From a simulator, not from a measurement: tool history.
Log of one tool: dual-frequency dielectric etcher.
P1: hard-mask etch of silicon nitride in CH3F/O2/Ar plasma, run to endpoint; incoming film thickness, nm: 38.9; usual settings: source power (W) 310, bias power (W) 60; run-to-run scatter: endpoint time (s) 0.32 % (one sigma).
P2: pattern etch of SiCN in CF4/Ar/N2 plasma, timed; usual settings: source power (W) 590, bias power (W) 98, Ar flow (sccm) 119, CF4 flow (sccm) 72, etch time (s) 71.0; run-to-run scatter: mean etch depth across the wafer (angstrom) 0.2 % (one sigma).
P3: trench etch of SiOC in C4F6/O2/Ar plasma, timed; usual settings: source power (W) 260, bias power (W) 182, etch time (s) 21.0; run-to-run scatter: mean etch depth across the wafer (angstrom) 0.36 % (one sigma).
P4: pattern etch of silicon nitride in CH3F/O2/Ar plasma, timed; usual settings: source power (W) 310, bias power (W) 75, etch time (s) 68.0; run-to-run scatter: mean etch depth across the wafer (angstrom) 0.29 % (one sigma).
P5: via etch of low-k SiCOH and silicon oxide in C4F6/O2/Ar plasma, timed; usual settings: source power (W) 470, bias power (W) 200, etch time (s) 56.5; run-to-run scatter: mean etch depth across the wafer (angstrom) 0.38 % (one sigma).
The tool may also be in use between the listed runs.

| run | hour | process that ran | source power (W) | bias power (W) | Ar flow (sccm) | CF4 flow (sccm) | etch time (s) | hours since the last wet clean | hours since the last source power generator calibration | hours since the last bias power generator calibration | endpoint time (s) | mean etch depth across the wafer (angstrom) |
|---|---|---|---|---|---|---|---|---|---|---|---|---|
| 1 | 8.3 | P1 | 310 | 60 |  |  |  | 445.6 | 2132.2 | 897.5 | 63.646 |  |
| 2 | 18.9 | P2 | 590 | 98 | 143 | 72 | 71.0 | 456.2 | 2142.8 | 908.1 |  | 789.84 |
| 3 | 28.2 | P2 | 590 | 62 | 119 | 72 | 71.0 | 465.5 | 2152.1 | 917.4 |  | 689.43 |
| 4 | 39.9 | P4 | 310 | 75 |  |  | 68.0 | 477.2 | 2163.8 | 929.1 |  | 440.25 |
| 5 | 52.7 | P5 | 470 | 200 |  |  | 81.0 | 490.0 | 2176.6 | 941.9 |  | 2339.80 |
| 6 | 68.5 | P4 | 310 | 75 |  |  | 68.0 | 505.8 | 2192.4 | 957.7 |  | 440.89 |
| 7 | 83.1 | P4 | 210 | 75 |  |  | 68.0 | 520.4 | 2207.0 | 972.3 |  | 381.67 |
| 8 | 93.4 | P4 | 310 | 100 |  |  | 68.0 | 530.7 | 2217.3 | 982.6 |  | 489.86 |
| 9 | 101.1 | P5 | 470 | 147 |  |  | 56.5 | 538.4 | 2225.0 | 990.3 |  | 1482.70 |
| 10 | 113.9 | P5 | 340 | 200 |  |  | 56.5 | 551.2 | 2237.8 | 1003.1 |  | 1439.70 |
| 11 | 124.4 | P2 | 720 | 98 | 119 | 72 | 71.0 | 561.7 | 2248.3 | 1013.6 |  | 961.95 |
| 12 | 139.8 | P1 | 420 | 60 |  |  |  | 577.1 | 2263.7 | 1029.0 | 56.772 |  |
| 13 | 151.2 | P1 | 310 | 60 |  |  |  | 588.5 | 2275.1 | 1040.4 | 64.044 |  |
| 14 | 164.1 | P2 | 590 | 98 | 119 | 72 | 71.0 | 601.4 | 2288.0 | 1053.3 |  | 809.47 |
| 15 | 173.5 | P2 | 590 | 98 | 119 | 72 | 88.5 | 610.8 | 2297.4 | 1062.7 |  | 1009.30 |
| 16 | 184.0 | P1 | 380 | 78 |  |  |  | 621.3 | 2307.9 | 1073.2 | 53.751 |  |
| 17 | 191.5 | P3 | 180 | 182 |  |  | 21.0 | 628.8 | 2315.4 | 1080.7 |  | 329.74 |
|  | 193.0 | bias power generator calibrated |
| 18 | 205.9 | P1 | 310 | 60 |  |  |  | 643.2 | 2329.8 | 13.0 | 63.553 |  |
| 19 | 214.3 | P3 | 260 | 182 |  |  | 31.5 | 651.6 | 2338.2 | 21.4 |  | 572.74 |
| 20 | 229.8 | P1 | 310 | 60 |  |  |  | 667.1 | 2353.7 | 36.9 | 63.503 |  |
| 21 | 245.4 | P1 | 310 | 46 |  |  |  | 682.7 | 2369.3 | 52.5 | 69.794 |  |
| 22 | 253.3 | P5 | 470 | 200 |  |  | 56.5 | 690.6 | 2377.2 | 60.4 |  | 1637.10 |
| 23 | 260.2 | P2 | 590 | 98 | 119 | 91 | 71.0 | 697.5 | 2384.1 | 67.3 |  | 834.91 |
| 24 | 276.1 | P1 | 310 | 60 |  |  |  | 713.4 | 2400.0 | 83.2 | 63.610 |  |
| 25 | 291.0 | P1 | 310 | 76 |  |  |  | 728.3 | 2414.9 | 98.1 | 58.717 |  |
| 26 | 299.0 | P3 | 260 | 182 |  |  | 21.0 | 736.3 | 2422.9 | 106.1 |  | 379.22 |
| 27 | 312.8 | P4 | 310 | 75 |  |  | 101.5 | 750.1 | 2436.7 | 119.9 |  | 653.85 |
| 28 | 325.2 | P1 | 210 | 60 |  |  |  | 762.5 | 2449.1 | 132.3 | 74.021 |  |
| 29 | 339.7 | P1 | 310 | 60 |  |  |  | 777.0 | 2463.6 | 146.8 | 63.763 |  |
| 30 | 348.9 | P3 | 260 | 143 |  |  | 21.0 | 786.2 | 2472.8 | 156.0 |  | 351.04 |
| 31 | 359.0 | P1 | 310 | 60 |  |  |  | 796.3 | 2482.9 | 166.1 | 64.142 |  |
| 32 | 371.0 | P1 | 310 | 60 |  |  |  | 808.3 | 2494.9 | 178.1 | 63.995 |  |
| 33 | 386.6 | P1 | 310 | 60 |  |  |  | 823.9 | 2510.5 | 193.7 | 64.126 |  |
| 34 | 400.4 | P1 | 310 | 60 |  |  |  | 837.7 | 2524.3 | 207.5 | 64.339 |  |
| 35 | 410.0 | P1 | 310 | 60 |  |  |  | 847.3 | 2533.9 | 217.1 | 64.755 |  |
| 36 | 422.9 | P1 | 310 | 60 |  |  |  | 860.2 | 2546.8 | 230.0 | 64.590 |  |
| 37 | 435.1 | P1 | 310 | 60 |  |  |  | 872.4 | 2559.0 | 242.2 | 64.213 |  |
| 38 | 446.9 | P1 | 310 | 60 |  |  |  | 884.2 | 2570.8 | 254.0 | 64.805 |  |
| 39 | 457.5 | P1 | 310 | 60 |  |  |  | 894.8 | 2581.4 | 264.6 | 64.719 |  |
|  | 461.8 | wet clean of the chamber |
| 40 | 471.7 | P1 | 310 | 60 |  |  |  | 10.0 | 2595.6 | 278.8 | 64.529 |  |
| 41 | 482.8 | P1 | 310 | 60 |  |  |  | 21.1 | 2606.7 | 289.9 | 64.355 |  |
| 42 | 495.4 | P1 | 310 | 60 |  |  |  | 33.7 | 2619.3 | 302.5 | 64.754 |  |
| 43 | 505.4 | P1 | 310 | 60 |  |  |  | 43.7 | 2629.3 | 312.5 | 64.874 |  |

What P1 gives has crept away from where it was. These 2 causes fit the log equally well, each at the size given:
A: source power that arrives under what is set, % = 4.13
B: bias power that arrives under what is set, % = 4.71
The creep began at about hour 371.0.
Why every other cause is out:
chamber walls in a state that lowers the etch rate, %: serviced at hour 461.8, which brought nothing back

4 check runs are offered, one wafer each, their results left as question marks. Which one tells the causes apart?
| check 1 | 515.4 | P3 | 200 | 182 |  |  | 21.0 |  |  |  |  | ? |
| check 2 | 515.4 | P2 | 590 | 68 | 119 | 91 | 71.0 |  |  |  |  | ? |
| check 3 | 515.4 | P5 | 360 | 200 |  |  | 79.0 |  |  |  |  | ? |
| check 4 | 515.4 | P4 | 310 | 75 |  |  | 99.0 |  |  |  |  | ? |

What each check would give under each cause:
| check | result | if A | if B |
|---|---|---|---|
| check 1 | mean etch depth across the wafer (angstrom) | 338.35 | 338.40 |
| check 2 | mean etch depth across the wafer (angstrom) | 710.06 | 725.40 |
| check 3 | mean etch depth across the wafer (angstrom) | 2028.40 | 2029.70 |
| check 4 | mean etch depth across the wafer (angstrom) | 630.19 | 629.52 |
How far apart the two closest causes lie, in the result that separates them most: check 1 0.02 %; check 2 2.14 %; check 3 0.07 %; check 4 0.11 %
Only check 2 tells the causes apart: in the others they would give nearly the same result.

Then check 2 was run and gave: mean etch depth across the wafer (angstrom) 709.27. Which cause is it?

It is A: source power that arrives under what is set, %.

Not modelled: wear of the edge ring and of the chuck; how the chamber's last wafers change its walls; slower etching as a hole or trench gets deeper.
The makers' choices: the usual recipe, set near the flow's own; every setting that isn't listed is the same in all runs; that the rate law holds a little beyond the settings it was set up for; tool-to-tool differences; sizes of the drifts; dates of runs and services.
